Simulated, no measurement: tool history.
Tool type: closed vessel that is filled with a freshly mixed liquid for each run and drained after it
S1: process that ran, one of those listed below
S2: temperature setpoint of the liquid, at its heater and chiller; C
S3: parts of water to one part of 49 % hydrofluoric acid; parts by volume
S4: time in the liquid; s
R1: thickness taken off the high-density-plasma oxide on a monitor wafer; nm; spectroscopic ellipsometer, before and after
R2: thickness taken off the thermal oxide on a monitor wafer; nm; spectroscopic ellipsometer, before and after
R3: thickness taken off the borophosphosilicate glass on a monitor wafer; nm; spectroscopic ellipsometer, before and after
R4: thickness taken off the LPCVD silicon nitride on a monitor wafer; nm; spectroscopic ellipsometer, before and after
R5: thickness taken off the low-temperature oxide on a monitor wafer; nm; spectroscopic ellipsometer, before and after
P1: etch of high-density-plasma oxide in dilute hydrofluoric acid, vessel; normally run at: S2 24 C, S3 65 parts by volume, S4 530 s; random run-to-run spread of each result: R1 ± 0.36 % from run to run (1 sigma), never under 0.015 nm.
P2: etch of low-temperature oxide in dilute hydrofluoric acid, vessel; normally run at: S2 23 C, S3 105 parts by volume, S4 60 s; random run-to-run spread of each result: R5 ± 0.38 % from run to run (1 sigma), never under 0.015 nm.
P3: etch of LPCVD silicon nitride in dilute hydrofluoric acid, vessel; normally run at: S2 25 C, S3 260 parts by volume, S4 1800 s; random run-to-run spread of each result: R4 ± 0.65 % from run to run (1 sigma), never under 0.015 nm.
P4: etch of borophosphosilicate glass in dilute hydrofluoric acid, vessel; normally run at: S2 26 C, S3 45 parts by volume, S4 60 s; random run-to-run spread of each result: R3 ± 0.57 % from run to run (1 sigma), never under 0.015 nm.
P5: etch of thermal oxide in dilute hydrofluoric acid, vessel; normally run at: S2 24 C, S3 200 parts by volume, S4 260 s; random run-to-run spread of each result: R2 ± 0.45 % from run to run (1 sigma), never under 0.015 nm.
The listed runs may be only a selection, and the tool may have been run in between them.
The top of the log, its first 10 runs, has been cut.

| run | hour | S1 | S2 | S3 | S4 | R1 | R2 | R3 | R4 | R5 |
|---|---|---|---|---|---|---|---|---|---|---|
| 11 | 87.7 | P2 | 23 | 105 | 60 |  |  |  |  | 9.4961 |
| 12 | 94.7 | P1 | 24 | 65 | 530 | 53.283 |  |  |  |  |
| 13 | 104.9 | P2 | 23 | 60 | 60 |  |  |  |  | 17.463 |
| 14 | 110.7 | P4 | 26 | 25 | 60 |  |  | 238.73 |  |  |
| 15 | 116.2 | P1 | 24 | 45 | 530 | 79.162 |  |  |  |  |
| 16 | 126.8 | P1 | 24 | 95 | 530 | 35.224 |  |  |  |  |
| 17 | 135.5 | P2 | 27.5 | 105 | 60 |  |  |  |  | 11.298 |
| 18 | 144.2 | P1 | 24 | 65 | 145 | 14.53 |  |  |  |  |
| 19 | 153.9 | P1 | 24 | 65 | 530 | 53.067 |  |  |  |  |
| 20 | 164.1 | P3 | 21 | 260 | 1800 |  |  |  | 2.6392 |  |
| 21 | 171.8 | P1 | 24 | 65 | 530 | 53.34 |  |  |  |  |
| 22 | 178.8 | P1 | 24 | 65 | 530 | 52.837 |  |  |  |  |
| 23 | 189.2 | P4 | 26 | 45 | 60 |  |  | 127.9 |  |  |
| 24 | 197.1 | P5 | 24 | 200 | 260 |  | 5.5838 |  |  |  |
| 25 | 202.3 | P2 | 23 | 105 | 30 |  |  |  |  | 4.7597 |
| 26 | 208.5 | P5 | 24 | 80 | 260 |  | 16.111 |  |  |  |
| 27 | 219.2 | P1 | 29.5 | 65 | 530 | 66.023 |  |  |  |  |
| 28 | 226.4 | P3 | 25 | 435 | 1800 |  |  |  | 2.0442 |  |
| 29 | 236.1 | P5 | 17 | 200 | 260 |  | 4.2942 |  |  |  |

Forecast run 30:
|  | 237.4 | hydrofluoric acid flow meter replaced |
| 30 | 243.5 | P3 | 25 | 260 | 1800 |  |  |  | ? |  |

{"run 30": {"R4": 3.332}}
